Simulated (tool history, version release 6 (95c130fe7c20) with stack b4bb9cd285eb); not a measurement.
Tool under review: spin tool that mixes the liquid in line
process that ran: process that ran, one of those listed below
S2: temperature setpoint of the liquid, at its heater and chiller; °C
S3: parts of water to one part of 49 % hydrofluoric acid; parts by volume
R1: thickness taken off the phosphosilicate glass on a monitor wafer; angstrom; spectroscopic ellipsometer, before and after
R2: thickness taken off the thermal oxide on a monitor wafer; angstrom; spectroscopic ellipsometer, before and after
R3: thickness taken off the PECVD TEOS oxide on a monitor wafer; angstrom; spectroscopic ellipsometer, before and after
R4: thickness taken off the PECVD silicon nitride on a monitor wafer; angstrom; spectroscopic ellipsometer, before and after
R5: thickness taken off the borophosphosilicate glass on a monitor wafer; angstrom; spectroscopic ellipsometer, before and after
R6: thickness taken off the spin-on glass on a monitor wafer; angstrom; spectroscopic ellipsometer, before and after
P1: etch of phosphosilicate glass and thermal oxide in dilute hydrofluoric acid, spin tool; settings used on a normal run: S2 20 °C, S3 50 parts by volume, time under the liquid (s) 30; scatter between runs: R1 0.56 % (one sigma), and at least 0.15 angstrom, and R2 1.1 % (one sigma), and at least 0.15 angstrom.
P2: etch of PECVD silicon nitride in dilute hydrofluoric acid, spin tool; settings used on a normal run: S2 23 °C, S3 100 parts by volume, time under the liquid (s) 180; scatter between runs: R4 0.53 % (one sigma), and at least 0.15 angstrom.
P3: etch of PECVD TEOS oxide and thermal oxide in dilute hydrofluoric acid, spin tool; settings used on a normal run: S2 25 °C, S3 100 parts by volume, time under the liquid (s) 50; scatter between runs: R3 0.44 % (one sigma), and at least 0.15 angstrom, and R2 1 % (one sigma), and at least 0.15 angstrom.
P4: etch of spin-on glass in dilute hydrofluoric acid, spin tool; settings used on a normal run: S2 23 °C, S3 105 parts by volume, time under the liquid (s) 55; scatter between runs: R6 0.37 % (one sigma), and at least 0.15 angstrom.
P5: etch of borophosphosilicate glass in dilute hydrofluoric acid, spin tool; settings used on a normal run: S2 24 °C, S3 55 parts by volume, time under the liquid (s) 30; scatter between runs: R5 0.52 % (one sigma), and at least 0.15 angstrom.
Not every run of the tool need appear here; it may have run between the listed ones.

Run 1, hour 12.1: process that ran P1, S2 20 °C, S3 50 parts by volume, time under the liquid (s) 30. Result: R1 1074 angstrom, R2 26.287 angstrom.
Run 2, hour 19.3: process that ran P3, S2 18.5 °C, S3 100 parts by volume, time under the liquid (s) 50. Result: R2 19.001 angstrom, R3 38.206 angstrom.
Run 3, hour 35.2: process that ran P2, S2 23 °C, S3 30 parts by volume, time under the liquid (s) 180. Result: R4 233.94 angstrom.
Run 4, hour 42.3: process that ran P5, S2 24 °C, S3 55 parts by volume, time under the liquid (s) 55. Result: R5 523.79 angstrom.
Run 5, hour 52.1: process that ran P4, S2 23 °C, S3 105 parts by volume, time under the liquid (s) 55. Result: R6 207.85 angstrom.
At hour 56.1: hydrofluoric acid flow meter replaced.
Run 6, hour 65.4: process that ran P1, S2 20 °C, S3 90 parts by volume, time under the liquid (s) 30. Result: R1 569.41 angstrom, R2 13.781 angstrom.
Run 7, hour 76.4: process that ran P1, S2 20 °C, S3 50 parts by volume, time under the liquid (s) 30. Result: R1 1067 angstrom, R2 25.827 angstrom.
Run 8, hour 87.9: process that ran P3, S2 25 °C, S3 100 parts by volume, time under the liquid (s) 50. Result: R2 24.64 angstrom, R3 50.203 angstrom.
Run 9, hour 101.9: process that ran P1, S2 20 °C, S3 50 parts by volume, time under the liquid (s) 30. Result: R1 1068.6 angstrom, R2 26.461 angstrom.
Run 10, hour 116.8: process that ran P3, S2 25 °C, S3 170 parts by volume, time under the liquid (s) 50. Result: R2 13.011 angstrom, R3 27.054 angstrom.
Run 11, hour 130.1: process that ran P1, S2 27.5 °C, S3 70 parts by volume, time under the liquid (s) 30. Result: R1 1023 angstrom, R2 25.41 angstrom.
Run 12, hour 138.4: process that ran P1, S2 20 °C, S3 20 parts by volume, time under the liquid (s) 30. Result: R1 2772.7 angstrom, R2 68.37 angstrom.
Run 13, hour 151.2: process that ran P1, S2 24.5 °C, S3 50 parts by volume, time under the liquid (s) 30. Result: R1 1288.3 angstrom, R2 31.423 angstrom.
Run 14, hour 163.2: process that ran P4, S2 23 °C, S3 105 parts by volume, time under the liquid (s) 80. Result: R6 302.69 angstrom.
At hour 167.7: thermometer replaced.
Run 15, hour 171.4: process that ran P3, S2 25 °C, S3 100 parts by volume, time under the liquid (s) 25. Result: R2 12.473 angstrom, R3 25.285 angstrom.
Run 16, hour 182.9: process that ran P5, S2 31.5 °C, S3 55 parts by volume, time under the liquid (s) 30. Result: R5 384.19 angstrom.
Run 17, hour 193.4: process that ran P5, S2 24 °C, S3 85 parts by volume, time under the liquid (s) 30. Result: R5 178.75 angstrom.
Run 18, hour 200.5: process that ran P1, S2 20 °C, S3 85 parts by volume, time under the liquid (s) 15. Result: R1 303.14 angstrom, R2 7.132 angstrom.
Run 19, hour 213.9: process that ran P1, S2 20 °C, S3 85 parts by volume, time under the liquid (s) 60. Result: R1 1209.8 angstrom, R2 29.858 angstrom.
Run 20, hour 228.9: process that ran P1, S2 20 °C, S3 50 parts by volume, time under the liquid (s) 30. Result: R1 1064.5 angstrom, R2 26.084 angstrom.
Run 21, hour 244.6: process that ran P1, S2 20 °C, S3 50 parts by volume, time under the liquid (s) 60. Result: R1 2159.4 angstrom, R2 52.645 angstrom.
Run 22, hour 252.7: process that ran P5, S2 24 °C, S3 55 parts by volume, time under the liquid (s) 30. Result: R5 283.38 angstrom.
Run 23, hour 264.6: process that ran P2, S2 17 °C, S3 100 parts by volume, time under the liquid (s) 180. Result: R4 48.128 angstrom.
Run 24, hour 277.1: process that ran P4, S2 23 °C, S3 155 parts by volume, time under the liquid (s) 55. Result: R6 133.11 angstrom.
Run 25, hour 291.5: process that ran P3, S2 25 °C, S3 100 parts by volume, time under the liquid (s) 50. Result: R2 24.346 angstrom, R3 49.682 angstrom.
Run 26, hour 307.3: process that ran P4, S2 30 °C, S3 105 parts by volume, time under the liquid (s) 55. Result: R6 272.68 angstrom.
Run 27, hour 320: process that ran P1, S2 20 °C, S3 50 parts by volume, time under the liquid (s) 15. Result: R1 537.24 angstrom, R2 13.029 angstrom.
Run 28, hour 330.8: process that ran P1, S2 17 °C, S3 50 parts by volume, time under the liquid (s) 30. Result: R1 941.36 angstrom, R2 22.817 angstrom.
Run 29, hour 341.7: process that ran P2, S2 23 °C, S3 100 parts by volume, time under the liquid (s) 180. Result: R4 72.485 angstrom.
Run 30, hour 356.9: process that ran P2, S2 23 °C, S3 100 parts by volume, time under the liquid (s) 335. Result: R4 135.26 angstrom.
Run 31, hour 368: process that ran P1, S2 20 °C, S3 50 parts by volume, time under the liquid (s) 30. Result: R1 1078.9 angstrom, R2 26.75 angstrom.
Run 32, hour 376.7: process that ran P1, S2 20 °C, S3 50 parts by volume, time under the liquid (s) 30. Result: R1 1052.3 angstrom, R2 26.18 angstrom.
Run 33, hour 389.2: process that ran P1, S2 20 °C, S3 50 parts by volume, time under the liquid (s) 30. Result: R1 1034.9 angstrom, R2 24.644 angstrom.
Run 34, hour 399.4: process that ran P1, S2 20 °C, S3 50 parts by volume, time under the liquid (s) 30. Result: R1 1020.2 angstrom, R2 24.794 angstrom.
Run 35, hour 410.6: process that ran P1, S2 20 °C, S3 50 parts by volume, time under the liquid (s) 30. Result: R1 1016.8 angstrom, R2 25.275 angstrom.
Run 36, hour 419.9: process that ran P1, S2 20 °C, S3 50 parts by volume, time under the liquid (s) 30. Result: R1 1008.2 angstrom, R2 24.851 angstrom.
Run 37, hour 434.6: process that ran P1, S2 20 °C, S3 50 parts by volume, time under the liquid (s) 30. Result: R1 1015.7 angstrom, R2 24.045 angstrom.
Run 38, hour 447.6: process that ran P1, S2 20 °C, S3 50 parts by volume, time under the liquid (s) 30. Result: R1 1005.6 angstrom, R2 24.101 angstrom.
Run 39, hour 460.2: process that ran P1, S2 20 °C, S3 50 parts by volume, time under the liquid (s) 30. Result: R1 1006.2 angstrom, R2 24.687 angstrom.
Run 40, hour 474.2: process that ran P1, S2 20 °C, S3 50 parts by volume, time under the liquid (s) 30. Result: R1 996.34 angstrom, R2 24.432 angstrom.
Run 41, hour 485.1: process that ran P1, S2 20 °C, S3 50 parts by volume, time under the liquid (s) 30. Result: R1 1016.2 angstrom, R2 24.193 angstrom.

The output of P1 has drifted from where it used to be. Each of the 2 causes below, taken at the size shown beside it, accounts for the log equally well:
A: liquid colder than its thermometer reads (K) = 1.64
B: hydrofluoric acid flow below the setpoint (%) = 6.38
The drift started at roughly hour 368.

Question marks stand in for the results of the 4 check runs listed below, each run on one wafer. Under which run would the listed causes show clearly different results?
Run check 1, hour 496: process that ran P2, S2 23 °C, S3 100 parts by volume, time under the liquid (s) 180. Result: R4 ?.
Run check 2, hour 496: process that ran P5, S2 24 °C, S3 55 parts by volume, time under the liquid (s) 30. Result: R5 ?.
Run check 3, hour 496: process that ran P4, S2 23 °C, S3 105 parts by volume, time under the liquid (s) 55. Result: R6 ?.
Run check 4, hour 496: process that ran P3, S2 25 °C, S3 100 parts by volume, time under the liquid (s) 50. Result: R2 ?, R3 ?.

What each check would give under each cause:
  check  result    if A    if B
check 1      R4  64.757  67.726
check 2      R5  265.69  264.83
check 3      R6  195.16  193.48
check 4      R2  22.765  22.549
check 4      R3  47.034  46.588
Separation of the two closest causes in each check, using whichever result separates them best: check 1 4.48 %; check 2 0.32 %; check 3 0.86 %; check 4 0.95 %
Check 1 distinguishes between the causes, while the remaining checks would return nearly the same result for all of them.

With check 1 done, the readings were: R4 64.583 angstrom. Identify which of the listed causes applies.

The cause is A: liquid colder than its thermometer reads (K).
